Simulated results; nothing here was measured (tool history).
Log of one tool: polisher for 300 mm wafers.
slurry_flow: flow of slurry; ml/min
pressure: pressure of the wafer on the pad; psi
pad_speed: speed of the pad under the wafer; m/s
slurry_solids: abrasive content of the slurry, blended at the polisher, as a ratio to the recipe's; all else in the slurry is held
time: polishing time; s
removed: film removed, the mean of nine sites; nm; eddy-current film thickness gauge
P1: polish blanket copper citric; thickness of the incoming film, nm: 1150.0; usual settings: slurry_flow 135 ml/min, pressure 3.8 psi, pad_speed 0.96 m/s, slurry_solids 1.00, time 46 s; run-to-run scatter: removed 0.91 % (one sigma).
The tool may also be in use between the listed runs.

{"run": 1, "day": 0.233, "slurry_flow": 135, "pressure": 3.8, "pad_speed": 0.96, "slurry_solids": 1.0, "time": 46, "removed": 117.31}
{"run": 2, "day": 0.438, "slurry_flow": 135, "pressure": 3.8, "pad_speed": 0.96, "slurry_solids": 0.6, "time": 46, "removed": 103.81}
{"run": 3, "day": 0.812, "slurry_flow": 135, "pressure": 3.8, "pad_speed": 0.96, "slurry_solids": 1.45, "time": 46, "removed": 125.64}
{"run": 4, "day": 1.229, "slurry_flow": 135, "pressure": 3.8, "pad_speed": 0.96, "slurry_solids": 1.0, "time": 46, "removed": 114.42}
{"run": 5, "day": 1.562, "slurry_flow": 135, "pressure": 1.8, "pad_speed": 0.96, "slurry_solids": 1.0, "time": 46, "removed": 56.672}
{"run": 6, "day": 1.933, "slurry_flow": 135, "pressure": 3.8, "pad_speed": 1.52, "slurry_solids": 1.0, "time": 46, "removed": 184.54}
{"run": 7, "day": 2.196, "slurry_flow": 135, "pressure": 3.8, "pad_speed": 1.24, "slurry_solids": 0.6, "time": 46, "removed": 133.24}
{"run": 8, "day": 2.592, "slurry_flow": 80, "pressure": 3.8, "pad_speed": 0.96, "slurry_solids": 1.0, "time": 46, "removed": 103.65}
{"run": 9, "day": 3.012, "slurry_flow": 135, "pressure": 5.8, "pad_speed": 0.96, "slurry_solids": 1.0, "time": 46, "removed": 178.04}
{"run": 10, "day": 3.208, "slurry_flow": 205, "pressure": 3.8, "pad_speed": 0.96, "slurry_solids": 1.0, "time": 46, "removed": 124.35}
{"run": 11, "day": 3.592, "slurry_flow": 135, "pressure": 3.8, "pad_speed": 0.96, "slurry_solids": 1.0, "time": 32, "removed": 81.61}
{"run": 12, "day": 3.95, "slurry_flow": 135, "pressure": 3.8, "pad_speed": 0.96, "slurry_solids": 1.0, "time": 72, "removed": 182.64}
{"day": 3.979, "done": "head pressure recalibrated"}
{"run": 13, "day": 4.25, "slurry_flow": 135, "pressure": 3.8, "pad_speed": 0.96, "slurry_solids": 1.0, "time": 46, "removed": 116.95}
{"run": 14, "day": 4.496, "slurry_flow": 135, "pressure": 3.8, "pad_speed": 0.44, "slurry_solids": 1.0, "time": 46, "removed": 54.422}
{"run": 15, "day": 4.779, "slurry_flow": 175, "pressure": 3.8, "pad_speed": 0.96, "slurry_solids": 1.0, "time": 71, "removed": 188.62}
{"run": 16, "day": 5.033, "slurry_flow": 135, "pressure": 3.8, "pad_speed": 0.96, "slurry_solids": 1.0, "time": 46, "removed": 116.88}
{"run": 17, "day": 5.388, "slurry_flow": 200, "pressure": 4.8, "pad_speed": 0.96, "slurry_solids": 1.0, "time": 46, "removed": 158.11}
{"run": 18, "day": 5.629, "slurry_flow": 135, "pressure": 3.8, "pad_speed": 0.96, "slurry_solids": 1.0, "time": 46, "removed": 116.26}

Run 19 comes next. What will it give?
{"run": 19, "day": 5.912, "slurry_flow": 135, "pressure": 3.8, "pad_speed": 0.96, "slurry_solids": 1.0, "time": 46, "removed": "?"}

Run 19 gave removed 114.620 nm.

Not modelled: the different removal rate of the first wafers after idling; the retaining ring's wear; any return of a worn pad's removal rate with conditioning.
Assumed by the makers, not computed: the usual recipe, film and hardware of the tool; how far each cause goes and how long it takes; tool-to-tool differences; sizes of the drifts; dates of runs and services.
